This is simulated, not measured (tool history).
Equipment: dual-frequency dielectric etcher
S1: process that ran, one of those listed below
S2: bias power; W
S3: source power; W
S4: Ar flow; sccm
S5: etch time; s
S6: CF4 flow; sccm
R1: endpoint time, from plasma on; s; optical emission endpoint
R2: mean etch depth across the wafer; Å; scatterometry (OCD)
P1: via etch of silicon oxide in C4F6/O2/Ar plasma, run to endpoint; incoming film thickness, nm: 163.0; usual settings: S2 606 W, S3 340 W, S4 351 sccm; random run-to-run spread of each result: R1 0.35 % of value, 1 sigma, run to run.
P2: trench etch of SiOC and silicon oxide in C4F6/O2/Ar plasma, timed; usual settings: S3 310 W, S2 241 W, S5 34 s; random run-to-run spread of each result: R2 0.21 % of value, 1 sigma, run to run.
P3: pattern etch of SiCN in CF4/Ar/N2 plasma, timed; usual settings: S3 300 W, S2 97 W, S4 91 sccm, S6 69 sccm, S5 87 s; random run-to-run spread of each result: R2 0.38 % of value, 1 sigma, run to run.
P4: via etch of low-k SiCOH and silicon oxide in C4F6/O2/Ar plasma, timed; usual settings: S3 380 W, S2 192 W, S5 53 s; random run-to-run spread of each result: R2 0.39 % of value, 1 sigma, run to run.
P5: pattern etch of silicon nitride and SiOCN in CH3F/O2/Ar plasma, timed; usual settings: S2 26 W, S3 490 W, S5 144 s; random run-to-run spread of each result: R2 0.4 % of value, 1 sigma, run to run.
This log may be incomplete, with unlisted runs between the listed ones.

run	hour	S1	S2	S3	S4	S5	S6	R1	R2
1	6.7	P1	606	340	351			37.526	
2	12.5	P1	834	340	351			33.202	
3	20.7	P1	483	340	421			41.806	
4	32.9	P4	254	380		53			1484.1
5	43.7	P1	729	340	466			36.092	
6	49.7	P3	97	300	91	126	69		867.07
7	55.8	P1	606	460	351			33.899	
8	65.7	P5	26	490		144			224.49
9	72.7	P2	241	380		34			750.06
10	83.5	P1	419	340	351			43.304	
11	90.1	P1	606	340	351			37.431	
12	95.8	P4	192	380		53			1344.1
13	101.4	P2	189	310		34			639.17
14	109.2	P3	72	300	91	87	69		539.89
15	120.7	P5	18	490		144			189.31
16	129.4	P2	241	310		50			1020.1
17	138	P1	606	340	236			36.051	
18	145.4	P4	192	550		53			1569.2
19	156.4	P1	606	340	351			37.82	
20	165.8	P5	26	490		205			318.86
21	171.8	P3	97	300	91	87	69		599.28
22	181	P5	26	490		144			222.68
23	192	P2	241	310		34			696.78
24	199.6	P3	97	380	91	87	69		736.79
25	210.8	P3	97	300	91	87	85		614.78
26	217.5	P3	97	300	60	87	69		631.88
27	229.6	P3	97	300	91	87	69		597.56
28	241.5	P1	606	340	417			38.281	
29	250.4	P1	606	340	351			37.483	
30	257.7	P1	606	340	351			37.559	
31	267.5	P5	26	390		144			206.13
32	273.1	P1	606	280	351			40.596	
33	278.8	P4	192	380		37			946.31
34	287.4	P1	606	340	351			37.615	
35	298.1	P1	606	340	351			38.136	

Expected results for the next run?
36	305.4	P1	606	340	351			?	

{"run 36": {"R1": 37.935}}

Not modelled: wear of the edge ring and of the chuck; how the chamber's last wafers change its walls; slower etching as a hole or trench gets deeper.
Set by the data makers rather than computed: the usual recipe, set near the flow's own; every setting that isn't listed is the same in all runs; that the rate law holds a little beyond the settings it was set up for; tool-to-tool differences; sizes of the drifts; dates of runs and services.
